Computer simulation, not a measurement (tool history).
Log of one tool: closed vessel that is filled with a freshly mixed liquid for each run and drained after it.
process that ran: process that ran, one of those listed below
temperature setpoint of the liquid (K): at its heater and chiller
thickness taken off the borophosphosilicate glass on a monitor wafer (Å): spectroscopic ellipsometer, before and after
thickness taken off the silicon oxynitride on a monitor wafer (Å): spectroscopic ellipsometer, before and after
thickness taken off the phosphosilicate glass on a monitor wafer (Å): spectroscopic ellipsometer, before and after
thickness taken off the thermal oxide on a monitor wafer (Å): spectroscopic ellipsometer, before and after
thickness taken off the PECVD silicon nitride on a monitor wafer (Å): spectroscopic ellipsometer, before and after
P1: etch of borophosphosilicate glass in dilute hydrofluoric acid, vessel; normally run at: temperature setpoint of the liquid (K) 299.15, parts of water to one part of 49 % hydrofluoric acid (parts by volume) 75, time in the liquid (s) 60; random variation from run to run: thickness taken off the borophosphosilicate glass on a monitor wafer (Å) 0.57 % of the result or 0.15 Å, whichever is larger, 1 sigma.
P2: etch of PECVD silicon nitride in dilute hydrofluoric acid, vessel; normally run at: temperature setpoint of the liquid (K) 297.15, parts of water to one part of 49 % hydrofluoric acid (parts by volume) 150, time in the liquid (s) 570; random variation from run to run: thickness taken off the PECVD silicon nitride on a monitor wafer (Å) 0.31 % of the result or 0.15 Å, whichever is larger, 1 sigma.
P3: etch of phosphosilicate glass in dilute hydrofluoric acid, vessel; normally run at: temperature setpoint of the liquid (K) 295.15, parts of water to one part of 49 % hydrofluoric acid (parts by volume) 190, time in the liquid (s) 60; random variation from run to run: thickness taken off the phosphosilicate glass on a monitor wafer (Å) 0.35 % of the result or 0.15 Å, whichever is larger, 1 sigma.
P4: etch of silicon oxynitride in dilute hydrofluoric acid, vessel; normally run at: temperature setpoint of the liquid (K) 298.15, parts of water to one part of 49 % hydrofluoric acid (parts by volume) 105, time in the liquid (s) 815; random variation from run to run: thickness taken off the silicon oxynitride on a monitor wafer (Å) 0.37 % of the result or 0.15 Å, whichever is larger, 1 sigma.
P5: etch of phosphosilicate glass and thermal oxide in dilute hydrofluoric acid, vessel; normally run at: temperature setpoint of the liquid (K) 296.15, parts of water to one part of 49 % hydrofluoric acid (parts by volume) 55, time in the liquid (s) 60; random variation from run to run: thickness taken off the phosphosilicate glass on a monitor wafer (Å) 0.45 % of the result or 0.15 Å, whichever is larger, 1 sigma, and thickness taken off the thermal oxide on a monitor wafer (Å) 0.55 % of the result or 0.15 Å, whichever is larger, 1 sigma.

run,hour,process that ran,temperature setpoint of the liquid (K),parts of water to one part of 49 % hydrofluoric acid (parts by volume),time in the liquid (s),thickness taken off the borophosphosilicate glass on a monitor wafer (Å),thickness taken off the silicon oxynitride on a monitor wafer (Å),thickness taken off the phosphosilicate glass on a monitor wafer (Å),thickness taken off the thermal oxide on a monitor wafer (Å),thickness taken off the PECVD silicon nitride on a monitor wafer (Å)
1,4.1,P1,299.15,75,60,638.51,,,,
2,6.3,P4,298.15,105,195,,49.103,,,
3,8.2,P5,296.15,55,60,,,756.51,53.188,
4,11.3,P4,304.15,105,815,,268.870,,,
5,15.3,P1,291.15,75,30,234.03,,,,
6,19.3,P1,299.15,20,60,2612.70,,,,
7,21.5,P5,296.15,55,105,,,1308.90,92.491,
8,24.7,P2,305.15,150,570,,,,,200.810
9,28.2,P3,301.65,190,60,,,680.97,,
10,32.6,P5,290.15,55,60,,,583.25,41.188,
11,34.5,P1,293.65,25,60,1640.30,,,,
12,38.7,P3,295.15,65,60,,,1804.90,,
13,42.3,P4,298.15,105,815,,205.170,,,
14,46.1,P1,299.15,75,60,643.17,,,,
15,49.7,P1,299.15,75,60,641.67,,,,
16,51.8,P1,299.15,75,60,650.84,,,,
17,55.2,P1,299.15,105,30,222.36,,,,
18,59.0,P2,297.15,150,570,,,,,122.220
19,63.5,P3,295.15,190,30,,,267.28,,
20,65.5,P1,299.15,75,30,320.97,,,,
21,68.5,P1,299.15,110,60,421.33,,,,
22,70.4,P5,296.15,55,60,,,753.61,53.174,
23,73.2,P3,295.15,190,60,,,532.79,,
24,75.6,P1,291.15,75,60,465.59,,,,
25,78.4,P1,299.15,75,95,1023.00,,,,
26,81.1,P5,296.15,35,60,,,1203.80,85.639,
27,85.2,P1,299.15,75,60,643.94,,,,
28,89.2,P4,298.15,185,815,,108.740,,,
29,93.1,P2,297.15,260,570,,,,,70.995
30,96.1,P1,305.65,75,60,825.68,,,,
31,100.4,P2,297.15,150,915,,,,,196.050
32,103.6,P1,299.15,75,60,648.43,,,,
33,108.1,P1,299.15,75,60,617.96,,,,
34,111.5,P1,299.15,75,60,601.79,,,,
35,113.8,P1,299.15,75,60,597.56,,,,
36,117.6,P1,299.15,75,60,598.49,,,,
37,119.8,P1,299.15,75,60,600.59,,,,
38,123.3,P1,299.15,75,60,595.37,,,,
39,127.2,P1,299.15,75,60,594.05,,,,

What P1 gives has crept away from where it was. These 2 causes fit the log equally well, each at the size given:
A: liquid colder than its thermometer reads (K) = 2.13
B: hydrofluoric acid flow below the setpoint (%) = 7.41
The creep began at about hour 103.6.

4 check runs are offered, one wafer each, their results left as question marks. Which one tells the causes apart?
check 1,131.1,P2,303.65,255,570,,,,,?
check 2,131.1,P4,301.65,155,815,,?,,,
check 3,131.1,P3,295.15,105,60,,,?,,
check 4,131.1,P5,296.15,35,60,,,?,?,

What each check would give under each cause:
check,result,if A,if B
check 1,thickness taken off the PECVD silicon nitride on a monitor wafer (Å),94.336,98.773
check 2,thickness taken off the silicon oxynitride on a monitor wafer (Å),141.560,142.420
check 3,thickness taken off the phosphosilicate glass on a monitor wafer (Å),974.72,974.53
check 4,thickness taken off the phosphosilicate glass on a monitor wafer (Å),1108.90,1119.50
check 4,thickness taken off the thermal oxide on a monitor wafer (Å),78.366,79.115
How far apart the two closest causes lie, in the result that separates them most: check 1 4.6 %; check 2 0.61 %; check 3 0.02 %; check 4 0.95 %
Check 1 tells the causes apart: in the others they would give nearly the same result.

Check 1 was then run and gave: thickness taken off the PECVD silicon nitride on a monitor wafer (Å) 98.948. Which cause is it?

It is B: hydrofluoric acid flow below the setpoint (%).
